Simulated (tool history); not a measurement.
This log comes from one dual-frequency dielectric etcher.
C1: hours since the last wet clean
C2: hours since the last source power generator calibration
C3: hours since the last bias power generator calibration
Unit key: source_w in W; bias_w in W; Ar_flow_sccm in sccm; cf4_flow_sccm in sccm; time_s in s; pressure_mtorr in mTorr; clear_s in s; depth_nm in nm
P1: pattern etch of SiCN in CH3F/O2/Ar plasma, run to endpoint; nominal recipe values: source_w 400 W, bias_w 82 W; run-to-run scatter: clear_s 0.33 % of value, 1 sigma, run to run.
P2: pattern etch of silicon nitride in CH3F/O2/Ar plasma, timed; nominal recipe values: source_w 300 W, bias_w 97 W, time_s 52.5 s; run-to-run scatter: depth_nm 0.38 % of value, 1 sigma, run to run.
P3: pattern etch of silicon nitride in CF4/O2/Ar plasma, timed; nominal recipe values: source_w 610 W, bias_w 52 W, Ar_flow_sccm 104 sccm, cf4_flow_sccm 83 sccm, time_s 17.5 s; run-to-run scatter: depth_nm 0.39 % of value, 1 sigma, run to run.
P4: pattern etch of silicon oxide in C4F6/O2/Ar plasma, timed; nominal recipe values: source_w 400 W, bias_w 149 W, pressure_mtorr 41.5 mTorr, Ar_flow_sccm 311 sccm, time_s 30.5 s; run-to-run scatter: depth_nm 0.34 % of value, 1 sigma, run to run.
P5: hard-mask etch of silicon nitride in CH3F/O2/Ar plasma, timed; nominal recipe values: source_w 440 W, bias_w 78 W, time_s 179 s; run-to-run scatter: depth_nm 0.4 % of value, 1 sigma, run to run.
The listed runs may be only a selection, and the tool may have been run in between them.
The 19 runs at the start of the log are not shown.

Run 20, hour 113: process P5, source_w 440 W, bias_w 78 W, time_s 179 s; C1 415.3; C2 1900.1; C3 1732.9. Result: depth_nm 129.54 nm.
Run 21, hour 119.5: process P1, source_w 400 W, bias_w 82 W; C1 421.8; C2 1906.6; C3 1739.4. Result: clear_s 30.751 s.
Run 22, hour 124.1: process P4, source_w 400 W, bias_w 111 W, Ar_flow_sccm 311 sccm, time_s 30.5 s, pressure_mtorr 41.5 mTorr; C1 426.4; C2 1911.2; C3 1744. Result: depth_nm 80.325 nm.
Run 23, hour 129.3: process P4, source_w 240 W, bias_w 149 W, Ar_flow_sccm 311 sccm, time_s 30.5 s, pressure_mtorr 41.5 mTorr; C1 431.6; C2 1916.4; C3 1749.2. Result: depth_nm 71.262 nm.
Run 24, hour 132.8: process P2, source_w 300 W, bias_w 97 W, time_s 52.5 s; C1 435.1; C2 1919.9; C3 1752.7. Result: depth_nm 35.558 nm.
Run 25, hour 140: process P4, source_w 400 W, bias_w 149 W, Ar_flow_sccm 311 sccm, time_s 30.5 s, pressure_mtorr 41.5 mTorr; C1 442.3; C2 1927.1; C3 1759.9. Result: depth_nm 86.745 nm.
Run 26, hour 146.9: process P3, source_w 610 W, bias_w 52 W, Ar_flow_sccm 68 sccm, cf4_flow_sccm 83 sccm, time_s 17.5 s; C1 449.2; C2 1934; C3 1766.8. Result: depth_nm 41.693 nm.
Run 27, hour 154.6: process P5, source_w 440 W, bias_w 57 W, time_s 179 s; C1 456.9; C2 1941.7; C3 1774.5. Result: depth_nm 116.27 nm.
Run 28, hour 158.3: process P1, source_w 400 W, bias_w 82 W; C1 460.6; C2 1945.4; C3 1778.2. Result: clear_s 30.688 s.
Run 29, hour 162.8: process P1, source_w 510 W, bias_w 82 W; C1 465.1; C2 1949.9; C3 1782.7. Result: clear_s 27.964 s.
Run 30, hour 166.1: process P4, source_w 400 W, bias_w 149 W, Ar_flow_sccm 311 sccm, time_s 45.5 s, pressure_mtorr 41.5 mTorr; C1 468.4; C2 1953.2; C3 1786. Result: depth_nm 130.11 nm.
Run 31, hour 172.7: process P2, source_w 300 W, bias_w 97 W, time_s 38 s; C1 475; C2 1959.8; C3 1792.6. Result: depth_nm 25.785 nm.
Run 32, hour 178.5: process P1, source_w 400 W, bias_w 82 W; C1 480.8; C2 1965.6; C3 1798.4. Result: clear_s 30.743 s.

Forecast run 33:
Run 33, hour 182.3: process P1, source_w 400 W, bias_w 82 W; C1 484.6; C2 1969.4; C3 1802.2. Result: clear_s ?.

Run 33 measured clear_s 30.487 s.
